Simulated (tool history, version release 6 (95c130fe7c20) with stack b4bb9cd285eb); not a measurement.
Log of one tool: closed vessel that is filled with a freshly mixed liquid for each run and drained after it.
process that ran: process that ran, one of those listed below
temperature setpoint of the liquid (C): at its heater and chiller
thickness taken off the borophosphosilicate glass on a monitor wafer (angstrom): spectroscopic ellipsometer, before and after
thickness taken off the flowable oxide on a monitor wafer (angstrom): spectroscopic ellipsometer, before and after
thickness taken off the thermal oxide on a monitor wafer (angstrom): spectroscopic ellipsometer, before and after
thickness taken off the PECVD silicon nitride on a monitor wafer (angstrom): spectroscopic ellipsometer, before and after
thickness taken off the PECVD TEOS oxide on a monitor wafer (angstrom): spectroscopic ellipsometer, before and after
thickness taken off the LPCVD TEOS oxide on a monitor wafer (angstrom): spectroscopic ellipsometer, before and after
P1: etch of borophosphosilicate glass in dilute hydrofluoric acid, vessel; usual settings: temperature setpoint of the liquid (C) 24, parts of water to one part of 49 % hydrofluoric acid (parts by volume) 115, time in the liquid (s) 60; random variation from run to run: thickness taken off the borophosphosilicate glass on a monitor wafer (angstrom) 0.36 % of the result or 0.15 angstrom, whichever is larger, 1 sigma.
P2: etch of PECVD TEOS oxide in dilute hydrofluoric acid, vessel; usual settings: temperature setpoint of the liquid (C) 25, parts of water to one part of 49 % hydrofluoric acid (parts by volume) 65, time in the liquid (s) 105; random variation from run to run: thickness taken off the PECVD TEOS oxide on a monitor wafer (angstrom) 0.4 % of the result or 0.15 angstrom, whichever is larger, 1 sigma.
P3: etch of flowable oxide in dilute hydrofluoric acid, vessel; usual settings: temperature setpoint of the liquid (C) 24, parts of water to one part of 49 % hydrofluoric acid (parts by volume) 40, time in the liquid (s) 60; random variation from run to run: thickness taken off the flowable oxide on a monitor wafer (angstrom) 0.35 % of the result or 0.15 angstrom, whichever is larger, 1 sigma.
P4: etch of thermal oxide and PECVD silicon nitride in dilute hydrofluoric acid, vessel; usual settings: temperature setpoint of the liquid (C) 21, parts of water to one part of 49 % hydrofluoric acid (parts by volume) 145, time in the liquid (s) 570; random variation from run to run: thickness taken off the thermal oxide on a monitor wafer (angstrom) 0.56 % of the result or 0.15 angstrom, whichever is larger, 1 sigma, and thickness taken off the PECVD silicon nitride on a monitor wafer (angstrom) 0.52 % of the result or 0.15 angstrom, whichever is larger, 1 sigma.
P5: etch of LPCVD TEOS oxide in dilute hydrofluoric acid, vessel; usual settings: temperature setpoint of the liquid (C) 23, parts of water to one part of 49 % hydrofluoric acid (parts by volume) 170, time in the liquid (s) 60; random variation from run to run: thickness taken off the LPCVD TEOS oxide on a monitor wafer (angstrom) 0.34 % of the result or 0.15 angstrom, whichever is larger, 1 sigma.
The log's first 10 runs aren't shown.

run,hour,process that ran,temperature setpoint of the liquid (C),parts of water to one part of 49 % hydrofluoric acid (parts by volume),time in the liquid (s),hours since the thermometer was replaced,hours since the hydrofluoric acid flow meter was replaced,thickness taken off the borophosphosilicate glass on a monitor wafer (angstrom),thickness taken off the flowable oxide on a monitor wafer (angstrom),thickness taken off the thermal oxide on a monitor wafer (angstrom),thickness taken off the PECVD silicon nitride on a monitor wafer (angstrom),thickness taken off the PECVD TEOS oxide on a monitor wafer (angstrom),thickness taken off the LPCVD TEOS oxide on a monitor wafer (angstrom)
11,142,P1,24,115,60,745.6,1482.4,223.2,,,,,
12,156.7,P2,25,65,105,760.3,1497.1,,,,,280.83,
13,167.2,P1,24,115,60,770.8,1507.6,222.25,,,,,
14,181.8,P1,24,45,60,785.4,1522.2,626.36,,,,,
15,195.2,P1,24,115,30,798.8,1535.6,111.88,,,,,
16,210,P4,21,145,260,813.6,1550.4,,,70.662,30.912,,
17,221.7,P5,23,170,60,825.3,1562.1,,,,,,171.74
18,232.1,P1,24,115,100,835.7,1572.5,370.52,,,,,
19,241.9,P2,33,65,105,845.5,1582.3,,,,,380.62,
20,257.6,P3,32,40,60,861.2,1598,,841.66,,,,
21,266.7,P4,21,35,570,870.3,1607.1,,,727.02,269.38,,
22,284.5,P2,25,65,105,888.1,1624.9,,,,,276.98,
23,292.5,P1,24,115,60,896.1,1632.9,223.39,,,,,
24,304.6,P5,29.5,170,60,908.2,1645,,,,,,217.93
25,320.6,P2,25,65,30,924.2,1661,,,,,79.342,
26,337.2,P5,23,170,60,940.8,1677.6,,,,,,172.01
27,353.1,P5,23,45,60,956.7,1693.5,,,,,,751.69
28,369.5,P3,24,40,60,973.1,1709.9,,610.3,,,,
29,383,P3,24,40,60,986.6,1723.4,,613.98,,,,

Run 30 comes next. What will it give?
30,397.7,P5,23,170,30,1001.3,1738.1,,,,,,?

Run 30 gave thickness taken off the LPCVD TEOS oxide on a monitor wafer (angstrom) 86.386.

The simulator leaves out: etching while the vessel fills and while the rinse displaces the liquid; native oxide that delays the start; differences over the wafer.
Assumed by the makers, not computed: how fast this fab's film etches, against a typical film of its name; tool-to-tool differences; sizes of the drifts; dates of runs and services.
